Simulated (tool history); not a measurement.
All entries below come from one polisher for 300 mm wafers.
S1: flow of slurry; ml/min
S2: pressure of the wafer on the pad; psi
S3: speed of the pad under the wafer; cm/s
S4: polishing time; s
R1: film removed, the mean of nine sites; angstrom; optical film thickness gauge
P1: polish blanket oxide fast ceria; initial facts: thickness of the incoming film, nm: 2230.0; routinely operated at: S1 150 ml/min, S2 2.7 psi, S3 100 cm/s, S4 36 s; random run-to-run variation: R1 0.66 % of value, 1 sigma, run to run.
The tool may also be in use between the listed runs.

{"run": 1, "hour": 4.4, "S1": 150, "S2": 2.7, "S3": 100, "S4": 36, "R1": 6161.8}
{"run": 2, "hour": 9.3, "S1": 150, "S2": 2.7, "S3": 100, "S4": 36, "R1": 6085.6}
{"run": 3, "hour": 13.7, "S1": 150, "S2": 2.7, "S3": 100, "S4": 36, "R1": 6177.6}
{"run": 4, "hour": 18.8, "S1": 150, "S2": 3.7, "S3": 100, "S4": 36, "R1": 8465.4}
{"run": 5, "hour": 22.1, "S1": 150, "S2": 1.3, "S3": 100, "S4": 36, "R1": 2935.0}
{"run": 6, "hour": 25.5, "S1": 150, "S2": 2.7, "S3": 100, "S4": 36, "R1": 6138.0}
{"run": 7, "hour": 28.1, "S1": 90, "S2": 2.7, "S3": 100, "S4": 36, "R1": 5541.9}
{"hour": 31.6, "done": "head pressure recalibrated"}
{"run": 8, "hour": 33.0, "S1": 150, "S2": 2.7, "S3": 100, "S4": 16, "R1": 2699.6}
{"run": 9, "hour": 37.8, "S1": 150, "S2": 2.7, "S3": 44, "S4": 36, "R1": 2714.4}
{"run": 10, "hour": 41.2, "S1": 150, "S2": 1.7, "S3": 66, "S4": 36, "R1": 2543.0}
{"run": 11, "hour": 45.7, "S1": 225, "S2": 2.7, "S3": 100, "S4": 48, "R1": 8682.5}
{"run": 12, "hour": 48.6, "S1": 235, "S2": 2.7, "S3": 100, "S4": 36, "R1": 6632.3}
{"run": 13, "hour": 52.4, "S1": 150, "S2": 2.7, "S3": 100, "S4": 53, "R1": 9056.9}
{"run": 14, "hour": 54.8, "S1": 150, "S2": 2.7, "S3": 100, "S4": 36, "R1": 6090.0}
{"run": 15, "hour": 57.5, "S1": 150, "S2": 2.7, "S3": 136, "S4": 36, "R1": 8377.6}
{"run": 16, "hour": 59.9, "S1": 190, "S2": 3.6, "S3": 100, "S4": 36, "R1": 8453.3}
{"run": 17, "hour": 62.8, "S1": 150, "S2": 2.7, "S3": 100, "S4": 36, "R1": 6107.6}
{"run": 18, "hour": 66.9, "S1": 150, "S2": 2.7, "S3": 100, "S4": 36, "R1": 5853.2}
{"run": 19, "hour": 70.7, "S1": 150, "S2": 2.7, "S3": 100, "S4": 36, "R1": 5612.2}
{"run": 20, "hour": 75.1, "S1": 150, "S2": 2.7, "S3": 100, "S4": 36, "R1": 5609.4}
{"run": 21, "hour": 79.3, "S1": 150, "S2": 2.7, "S3": 100, "S4": 36, "R1": 5527.5}

For run 22, what comes out?
{"hour": 81.3, "done": "head pressure recalibrated"}
{"run": 22, "hour": 84.5, "S1": 150, "S2": 2.7, "S3": 100, "S4": 36, "R1": "?"}

R1: 5524.1 angstrom
